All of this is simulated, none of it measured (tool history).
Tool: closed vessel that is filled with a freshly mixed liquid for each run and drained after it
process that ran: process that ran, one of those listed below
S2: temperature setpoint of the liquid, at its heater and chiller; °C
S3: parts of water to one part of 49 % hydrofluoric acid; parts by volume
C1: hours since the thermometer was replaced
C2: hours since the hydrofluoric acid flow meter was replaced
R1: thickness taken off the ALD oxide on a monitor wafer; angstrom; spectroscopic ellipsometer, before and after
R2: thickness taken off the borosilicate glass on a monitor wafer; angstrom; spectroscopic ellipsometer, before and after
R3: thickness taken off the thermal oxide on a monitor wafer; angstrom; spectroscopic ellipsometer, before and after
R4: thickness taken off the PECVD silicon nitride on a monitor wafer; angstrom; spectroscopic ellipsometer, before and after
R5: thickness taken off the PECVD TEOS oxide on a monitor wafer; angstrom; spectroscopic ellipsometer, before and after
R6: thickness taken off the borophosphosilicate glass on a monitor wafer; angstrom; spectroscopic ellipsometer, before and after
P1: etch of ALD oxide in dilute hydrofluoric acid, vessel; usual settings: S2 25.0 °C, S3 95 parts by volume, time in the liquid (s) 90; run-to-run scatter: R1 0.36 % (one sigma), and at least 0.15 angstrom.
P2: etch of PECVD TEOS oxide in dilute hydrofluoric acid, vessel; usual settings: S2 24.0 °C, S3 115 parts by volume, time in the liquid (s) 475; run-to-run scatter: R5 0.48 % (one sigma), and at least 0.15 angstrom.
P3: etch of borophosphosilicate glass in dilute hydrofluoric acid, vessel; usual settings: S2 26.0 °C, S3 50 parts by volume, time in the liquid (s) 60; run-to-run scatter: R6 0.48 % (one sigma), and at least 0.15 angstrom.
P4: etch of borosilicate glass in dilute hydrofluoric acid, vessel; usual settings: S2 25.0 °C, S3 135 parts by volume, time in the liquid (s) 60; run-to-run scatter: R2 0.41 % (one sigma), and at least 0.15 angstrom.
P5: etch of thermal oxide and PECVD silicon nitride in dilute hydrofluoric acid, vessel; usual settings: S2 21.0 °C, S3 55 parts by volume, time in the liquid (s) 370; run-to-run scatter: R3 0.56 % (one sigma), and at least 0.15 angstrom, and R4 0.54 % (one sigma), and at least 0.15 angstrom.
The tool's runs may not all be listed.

Run 1, hour 5.9: process that ran P1, S2 25.0 °C, S3 95 parts by volume, time in the liquid (s) 90; C1 2022.1; C2 600.7. Result: R1 271.280 angstrom.
Run 2, hour 16.3: process that ran P1, S2 25.0 °C, S3 95 parts by volume, time in the liquid (s) 90; C1 2032.5; C2 611.1. Result: R1 272.840 angstrom.
Run 3, hour 26.3: process that ran P1, S2 19.0 °C, S3 95 parts by volume, time in the liquid (s) 90; C1 2042.5; C2 621.1. Result: R1 211.990 angstrom.
Run 4, hour 31.4: process that ran P1, S2 25.0 °C, S3 160 parts by volume, time in the liquid (s) 90; C1 2047.6; C2 626.2. Result: R1 150.150 angstrom.
Run 5, hour 36.3: process that ran P1, S2 25.0 °C, S3 95 parts by volume, time in the liquid (s) 30; C1 2052.5; C2 631.1. Result: R1 90.262 angstrom.
Run 6, hour 42.5: process that ran P1, S2 31.0 °C, S3 95 parts by volume, time in the liquid (s) 90; C1 2058.7; C2 637.3. Result: R1 340.430 angstrom.
Run 7, hour 49.2: process that ran P4, S2 25.0 °C, S3 135 parts by volume, time in the liquid (s) 60; C1 2065.4; C2 644.0. Result: R2 89.920 angstrom.
Run 8, hour 57.9: process that ran P4, S2 25.0 °C, S3 135 parts by volume, time in the liquid (s) 30; C1 2074.1; C2 652.7. Result: R2 44.957 angstrom.
Run 9, hour 64.2: process that ran P5, S2 21.0 °C, S3 20 parts by volume, time in the liquid (s) 370; C1 2080.4; C2 659.0. Result: R3 840.30 angstrom, R4 802.87 angstrom.
Run 10, hour 72.2: process that ran P2, S2 17.0 °C, S3 115 parts by volume, time in the liquid (s) 475; C1 2088.4; C2 667.0. Result: R5 317.480 angstrom.
Run 11, hour 81.9: process that ran P1, S2 25.0 °C, S3 95 parts by volume, time in the liquid (s) 90; C1 2098.1; C2 676.7. Result: R1 272.070 angstrom.
At hour 82.8: hydrofluoric acid flow meter replaced.
Run 12, hour 87.5: process that ran P5, S2 29.0 °C, S3 55 parts by volume, time in the liquid (s) 370; C1 2103.7; C2 4.8. Result: R3 405.73 angstrom, R4 510.72 angstrom.
Run 13, hour 92.8: process that ran P3, S2 26.0 °C, S3 50 parts by volume, time in the liquid (s) 60; C1 2109.0; C2 10.1. Result: R6 631.79 angstrom.
Run 14, hour 103.4: process that ran P1, S2 30.0 °C, S3 95 parts by volume, time in the liquid (s) 30; C1 2119.6; C2 20.7. Result: R1 110.240 angstrom.
Run 15, hour 111.3: process that ran P1, S2 25.0 °C, S3 95 parts by volume, time in the liquid (s) 90; C1 2127.5; C2 28.6. Result: R1 272.600 angstrom.
Run 16, hour 119.5: process that ran P5, S2 21.0 °C, S3 55 parts by volume, time in the liquid (s) 370; C1 2135.7; C2 36.8. Result: R3 292.91 angstrom, R4 297.27 angstrom.
Run 17, hour 126.4: process that ran P5, S2 21.0 °C, S3 55 parts by volume, time in the liquid (s) 165; C1 2142.6; C2 43.7. Result: R3 130.75 angstrom, R4 133.43 angstrom.
Run 18, hour 134.4: process that ran P4, S2 25.0 °C, S3 35 parts by volume, time in the liquid (s) 60; C1 2150.6; C2 51.7. Result: R2 393.610 angstrom.
Run 19, hour 141.1: process that ran P3, S2 26.0 °C, S3 80 parts by volume, time in the liquid (s) 60; C1 2157.3; C2 58.4. Result: R6 377.92 angstrom.
Run 20, hour 150.2: process that ran P3, S2 26.0 °C, S3 50 parts by volume, time in the liquid (s) 110; C1 2166.4; C2 67.5. Result: R6 1148.80 angstrom.
Run 21, hour 157.7: process that ran P3, S2 26.0 °C, S3 50 parts by volume, time in the liquid (s) 60; C1 2173.9; C2 75.0. Result: R6 624.01 angstrom.
Run 22, hour 166.1: process that ran P2, S2 24.0 °C, S3 115 parts by volume, time in the liquid (s) 475; C1 2182.3; C2 83.4. Result: R5 423.860 angstrom.
Run 23, hour 172.9: process that ran P1, S2 25.0 °C, S3 30 parts by volume, time in the liquid (s) 90; C1 2189.1; C2 90.2. Result: R1 935.160 angstrom.
Run 24, hour 178.0: process that ran P2, S2 24.0 °C, S3 65 parts by volume, time in the liquid (s) 475; C1 2194.2; C2 95.3. Result: R5 797.680 angstrom.
Run 25, hour 185.7: process that ran P5, S2 21.0 °C, S3 55 parts by volume, time in the liquid (s) 370; C1 2201.9; C2 103.0. Result: R3 292.16 angstrom, R4 295.87 angstrom.
Run 26, hour 196.1: process that ran P2, S2 24.0 °C, S3 115 parts by volume, time in the liquid (s) 475; C1 2212.3; C2 113.4. Result: R5 420.730 angstrom.
Run 27, hour 206.8: process that ran P1, S2 25.0 °C, S3 95 parts by volume, time in the liquid (s) 90; C1 2223.0; C2 124.1. Result: R1 271.720 angstrom.
Run 28, hour 212.7: process that ran P2, S2 24.0 °C, S3 115 parts by volume, time in the liquid (s) 30; C1 2228.9; C2 130.0. Result: R5 26.799 angstrom.
Run 29, hour 220.1: process that ran P1, S2 25.0 °C, S3 95 parts by volume, time in the liquid (s) 90; C1 2236.3; C2 137.4. Result: R1 269.700 angstrom.
Run 30, hour 227.7: process that ran P4, S2 31.5 °C, S3 135 parts by volume, time in the liquid (s) 60; C1 2243.9; C2 145.0. Result: R2 113.970 angstrom.
Run 31, hour 235.9: process that ran P1, S2 25.0 °C, S3 95 parts by volume, time in the liquid (s) 165; C1 2252.1; C2 153.2. Result: R1 497.640 angstrom.
Run 32, hour 244.4: process that ran P3, S2 30.0 °C, S3 50 parts by volume, time in the liquid (s) 60; C1 2260.6; C2 161.7. Result: R6 739.83 angstrom.
Run 33, hour 252.9: process that ran P1, S2 25.0 °C, S3 95 parts by volume, time in the liquid (s) 90; C1 2269.1; C2 170.2. Result: R1 271.030 angstrom.
Run 34, hour 263.4: process that ran P1, S2 25.0 °C, S3 95 parts by volume, time in the liquid (s) 90; C1 2279.6; C2 180.7. Result: R1 257.990 angstrom.
Run 35, hour 268.2: process that ran P1, S2 25.0 °C, S3 95 parts by volume, time in the liquid (s) 90; C1 2284.4; C2 185.5. Result: R1 255.180 angstrom.
Run 36, hour 277.7: process that ran P1, S2 25.0 °C, S3 95 parts by volume, time in the liquid (s) 90; C1 2293.9; C2 195.0. Result: R1 252.510 angstrom.
Run 37, hour 284.3: process that ran P1, S2 25.0 °C, S3 95 parts by volume, time in the liquid (s) 90; C1 2300.5; C2 201.6. Result: R1 250.520 angstrom.
Run 38, hour 294.5: process that ran P1, S2 25.0 °C, S3 95 parts by volume, time in the liquid (s) 90; C1 2310.7; C2 211.8. Result: R1 248.380 angstrom.
Run 39, hour 299.5: process that ran P1, S2 25.0 °C, S3 95 parts by volume, time in the liquid (s) 90; C1 2315.7; C2 216.8. Result: R1 248.830 angstrom.
Run 40, hour 308.9: process that ran P1, S2 25.0 °C, S3 95 parts by volume, time in the liquid (s) 90; C1 2325.1; C2 226.2. Result: R1 247.890 angstrom.

What P1 gives has crept away from where it was. These 2 causes fit the log equally well, each at the size given:
A: hydrofluoric acid flow below the setpoint (%) = 7.88
B: liquid colder than its thermometer reads (K) = 2.32
The creep began at about hour 252.9.

4 check runs are offered, one wafer each, their results left as question marks. Which one tells the causes apart?
Run check 1, hour 318.3: process that ran P3, S2 26.0 °C, S3 50 parts by volume, time in the liquid (s) 60. Result: R6 ?.
Run check 2, hour 318.3: process that ran P2, S2 24.0 °C, S3 115 parts by volume, time in the liquid (s) 475. Result: R5 ?.
Run check 3, hour 318.3: process that ran P5, S2 21.0 °C, S3 55 parts by volume, time in the liquid (s) 370. Result: R3 ?, R4 ?.
Run check 4, hour 318.3: process that ran P4, S2 25.0 °C, S3 135 parts by volume, time in the liquid (s) 60. Result: R2 ?.

What each check would give under each cause:
  check  result     if A     if B
check 1      R6   575.25   571.37
check 2      R5  384.500  385.240
check 3      R3   269.02   266.18
check 3      R4   276.12   254.63
check 4      R2   81.514   82.004
How far apart the two closest causes lie, in the result that separates them most: check 1 0.68 %; check 2 0.19 %; check 3 8.1 %; check 4 0.6 %
Check 3 tells the causes apart: in the others they would give nearly the same result.

Check 3 was then run and gave: R3 265.29 angstrom; R4 255.24 angstrom. Which cause is it?

It is B: liquid colder than its thermometer reads (K).
